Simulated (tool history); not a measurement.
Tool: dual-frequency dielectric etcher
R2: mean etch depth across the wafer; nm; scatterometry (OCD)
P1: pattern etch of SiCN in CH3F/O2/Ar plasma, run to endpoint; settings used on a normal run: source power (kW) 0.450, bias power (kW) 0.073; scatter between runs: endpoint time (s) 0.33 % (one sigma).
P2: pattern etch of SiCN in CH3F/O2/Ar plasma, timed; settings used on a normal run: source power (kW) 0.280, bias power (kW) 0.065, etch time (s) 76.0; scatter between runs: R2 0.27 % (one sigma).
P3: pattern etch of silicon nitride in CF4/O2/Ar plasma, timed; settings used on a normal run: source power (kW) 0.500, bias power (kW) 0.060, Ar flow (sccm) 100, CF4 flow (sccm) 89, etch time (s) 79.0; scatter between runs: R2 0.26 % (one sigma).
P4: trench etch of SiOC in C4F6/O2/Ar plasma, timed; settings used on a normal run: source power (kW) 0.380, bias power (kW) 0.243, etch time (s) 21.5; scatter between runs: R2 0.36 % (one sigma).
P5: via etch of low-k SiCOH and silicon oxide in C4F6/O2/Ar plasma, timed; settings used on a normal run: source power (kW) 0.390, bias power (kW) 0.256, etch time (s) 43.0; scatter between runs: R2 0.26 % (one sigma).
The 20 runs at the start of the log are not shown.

run 21 hour=65.3 | process_that_ran=P3 source_power_(kW)=0.340 bias_power_(kW)=0.060 etch_time_(s)=79.0 Ar_flow_(sccm)=100 CF4_flow_(sccm)=89 | R2=113.300
run 22 hour=68.4 | process_that_ran=P1 source_power_(kW)=0.450 bias_power_(kW)=0.073 | endpoint_time_(s)=20.780
-- hour=70.5 bias power generator calibrated
run 23 hour=72.4 | process_that_ran=P5 source_power_(kW)=0.390 bias_power_(kW)=0.256 etch_time_(s)=43.0 | R2=118.030
run 24 hour=75.0 | process_that_ran=P1 source_power_(kW)=0.310 bias_power_(kW)=0.073 | endpoint_time_(s)=23.759
run 25 hour=79.2 | process_that_ran=P4 source_power_(kW)=0.380 bias_power_(kW)=0.243 etch_time_(s)=21.5 | R2=49.020
run 26 hour=83.6 | process_that_ran=P2 source_power_(kW)=0.280 bias_power_(kW)=0.086 etch_time_(s)=76.0 | R2=27.036
run 27 hour=86.3 | process_that_ran=P5 source_power_(kW)=0.310 bias_power_(kW)=0.256 etch_time_(s)=43.0 | R2=108.150
run 28 hour=88.3 | process_that_ran=P2 source_power_(kW)=0.210 bias_power_(kW)=0.065 etch_time_(s)=76.0 | R2=21.943
run 29 hour=92.0 | process_that_ran=P5 source_power_(kW)=0.390 bias_power_(kW)=0.256 etch_time_(s)=31.0 | R2=85.092
run 30 hour=94.7 | process_that_ran=P5 source_power_(kW)=0.390 bias_power_(kW)=0.256 etch_time_(s)=43.0 | R2=118.040
run 31 hour=99.0 | process_that_ran=P1 source_power_(kW)=0.450 bias_power_(kW)=0.073 | endpoint_time_(s)=20.781
run 32 hour=103.0 | process_that_ran=P1 source_power_(kW)=0.450 bias_power_(kW)=0.073 | endpoint_time_(s)=20.896
run 33 hour=105.5 | process_that_ran=P1 source_power_(kW)=0.450 bias_power_(kW)=0.073 | endpoint_time_(s)=21.072
-- hour=107.4 wet clean of the chamber
run 34 hour=109.0 | process_that_ran=P1 source_power_(kW)=0.450 bias_power_(kW)=0.073 | endpoint_time_(s)=21.060
run 35 hour=112.1 | process_that_ran=P1 source_power_(kW)=0.450 bias_power_(kW)=0.073 | endpoint_time_(s)=21.107
run 36 hour=115.0 | process_that_ran=P1 source_power_(kW)=0.450 bias_power_(kW)=0.073 | endpoint_time_(s)=21.140

Run 37 comes next. What will it give?
run 37 hour=118.9 | process_that_ran=P1 source_power_(kW)=0.450 bias_power_(kW)=0.073 | endpoint_time_(s)=?

endpoint time (s): 21.175
